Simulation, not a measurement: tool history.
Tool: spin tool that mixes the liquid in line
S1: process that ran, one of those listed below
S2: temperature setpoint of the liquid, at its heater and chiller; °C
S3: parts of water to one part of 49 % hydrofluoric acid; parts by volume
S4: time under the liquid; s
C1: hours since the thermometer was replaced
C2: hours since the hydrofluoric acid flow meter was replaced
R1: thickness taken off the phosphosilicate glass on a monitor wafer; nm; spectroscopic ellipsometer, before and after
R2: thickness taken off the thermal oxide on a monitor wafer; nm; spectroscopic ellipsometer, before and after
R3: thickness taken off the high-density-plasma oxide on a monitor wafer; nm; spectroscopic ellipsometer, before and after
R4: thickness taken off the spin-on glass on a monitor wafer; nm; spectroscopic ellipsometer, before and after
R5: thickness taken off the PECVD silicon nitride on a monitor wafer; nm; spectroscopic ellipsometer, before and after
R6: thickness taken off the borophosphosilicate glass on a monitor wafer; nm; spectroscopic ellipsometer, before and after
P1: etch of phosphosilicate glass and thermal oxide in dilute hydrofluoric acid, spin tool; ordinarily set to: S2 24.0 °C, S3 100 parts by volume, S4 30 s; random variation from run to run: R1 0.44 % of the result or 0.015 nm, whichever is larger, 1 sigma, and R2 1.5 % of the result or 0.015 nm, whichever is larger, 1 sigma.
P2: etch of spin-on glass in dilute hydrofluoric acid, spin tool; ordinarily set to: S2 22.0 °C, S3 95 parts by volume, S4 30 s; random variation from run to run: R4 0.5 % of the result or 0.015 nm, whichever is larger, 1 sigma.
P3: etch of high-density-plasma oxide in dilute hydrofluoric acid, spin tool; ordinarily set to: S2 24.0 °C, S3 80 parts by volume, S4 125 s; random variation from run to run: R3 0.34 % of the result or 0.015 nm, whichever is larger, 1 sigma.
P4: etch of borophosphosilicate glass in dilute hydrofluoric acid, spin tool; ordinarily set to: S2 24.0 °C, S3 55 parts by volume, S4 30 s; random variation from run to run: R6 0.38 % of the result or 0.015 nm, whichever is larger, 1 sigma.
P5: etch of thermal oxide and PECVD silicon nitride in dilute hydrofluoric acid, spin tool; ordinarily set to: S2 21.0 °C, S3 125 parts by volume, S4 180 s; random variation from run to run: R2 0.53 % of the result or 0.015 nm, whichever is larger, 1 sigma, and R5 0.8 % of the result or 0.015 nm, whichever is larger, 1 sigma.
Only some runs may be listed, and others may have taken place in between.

run,hour,S1,S2,S3,S4,C1,C2,R1,R2,R3,R4,R5,R6
1,7.0,P1,24.0,100,30,945.6,372.3,18.1950,1.44500,,,,
2,16.7,P3,17.0,80,125,955.3,382.0,,,6.3644,,,
3,23.1,P3,24.0,145,125,961.7,388.4,,,4.2984,,,
4,33.4,P1,24.0,160,30,972.0,398.7,10.5210,0.82032,,,,
5,43.1,P2,22.0,30,30,981.7,408.4,,,,36.2880,,
6,52.7,P1,24.0,100,30,991.3,418.0,18.1870,1.41560,,,,
7,59.7,P1,28.5,25,30,998.3,425.0,96.3860,7.69140,,,,
8,67.3,P1,24.0,100,30,1005.9,432.6,18.1660,1.43170,,,,
9,75.1,P5,17.0,125,180,1013.7,440.4,,4.85750,,,2.5514,
10,86.8,P3,24.0,80,125,1025.4,452.1,,,8.4409,,,
11,100.0,P5,21.0,125,70,1038.6,465.3,,2.24440,,,1.3427,
12,113.7,P1,27.5,100,30,1052.3,479.0,20.7810,1.59020,,,,
13,124.9,P5,21.0,125,180,1063.5,490.2,,5.80230,,,3.3264,
14,136.1,P2,22.0,95,15,1074.7,501.4,,,,5.3101,,
15,144.0,P1,24.0,100,30,1082.6,509.3,18.0830,1.41950,,,,
16,150.8,P4,24.0,55,30,1089.4,516.1,,,,,,23.713
17,162.4,P1,24.0,100,15,1101.0,527.7,9.0451,0.69216,,,,
18,172.9,P3,24.0,80,15,1111.5,538.2,,,1.0171,,,
19,181.9,P1,17.0,100,30,1120.5,547.2,13.6660,1.08660,,,,
20,192.9,P4,24.0,85,30,1131.5,558.2,,,,,,14.895
21,200.6,P4,24.0,55,30,1139.2,565.9,,,,,,23.809
22,213.3,P2,28.5,95,30,1151.9,578.6,,,,13.8380,,
23,219.8,P4,32.5,55,30,1158.4,585.1,,,,,,33.286
24,229.0,P5,21.0,210,180,1167.6,594.3,,3.17080,,,2.0042,
25,239.9,P1,24.0,100,50,1178.5,605.2,30.2930,2.35900,,,,
26,246.5,P1,24.0,40,30,1185.1,611.8,48.7540,3.95120,,,,
27,255.2,P1,24.0,100,30,1193.8,620.5,18.1240,1.40610,,,,
28,262.1,P4,24.0,55,15,1200.7,627.4,,,,,,11.904
29,275.0,P2,22.0,95,30,1213.6,640.3,,,,10.6630,,
30,287.1,P1,24.0,100,30,1225.7,652.4,18.1520,1.42630,,,,
31,298.2,P1,24.0,100,30,1236.8,663.5,18.5720,1.49540,,,,
32,310.9,P1,24.0,100,30,1249.5,676.2,19.1280,1.50430,,,,
33,320.4,P1,24.0,100,30,1259.0,685.7,19.4830,1.56080,,,,
34,332.6,P1,24.0,100,30,1271.2,697.9,19.6630,1.59070,,,,
35,344.7,P1,24.0,100,30,1283.3,710.0,19.7770,1.55930,,,,
36,353.5,P1,24.0,100,30,1292.1,718.8,19.6040,1.56670,,,,
37,365.2,P1,24.0,100,30,1303.8,730.5,19.6300,1.61330,,,,
38,376.1,P1,24.0,100,30,1314.7,741.4,19.8160,1.55990,,,,
39,385.3,P1,24.0,100,30,1323.9,750.6,19.7700,1.58930,,,,
40,393.1,P1,24.0,100,30,1331.7,758.4,19.7090,1.52100,,,,

P1 has crept away from where it was. The log is fitted equally well by each of these 2 causes, at the sizes shown:
A: liquid hotter than its thermometer reads (K) = 2.27
B: hydrofluoric acid flow above the setpoint (%) = 8.27
Onset of the creep was near hour 287.1.

Below are 4 check runs, each averaged over 2 wafers, with their results shown as question marks. Which of them would give clearly different results depending on which cause is behind the drift?
check 1,400.9,P4,32.0,55,15,,,,,,,,?
check 2,400.9,P3,24.0,140,125,,,,,?,,,
check 3,400.9,P5,17.0,125,70,,,,?,,,?,
check 4,400.9,P2,22.0,55,15,,,,,,?,,

Expected result of each check under each candidate cause:
check,result,if A,if B
check 1,R6,17.845,17.841
check 2,R3,4.8941,4.9211
check 3,R2,2.10060,2.09160
check 3,R5,1.1553,1.0679
check 4,R4,10.5600,10.4660
Minimum pairwise separation of causes per check, each pair taken at its best-separating result: check 1 0.02 %; check 2 0.55 %; check 3 7.87 %; check 4 0.9 %
Only check 3 tells the causes apart: in the others they would give nearly the same result.

Here is what check 3 returned: R2 2.10880 nm; R5 1.0866 nm. Which cause is it?

It was cause B: hydrofluoric acid flow above the setpoint (%).
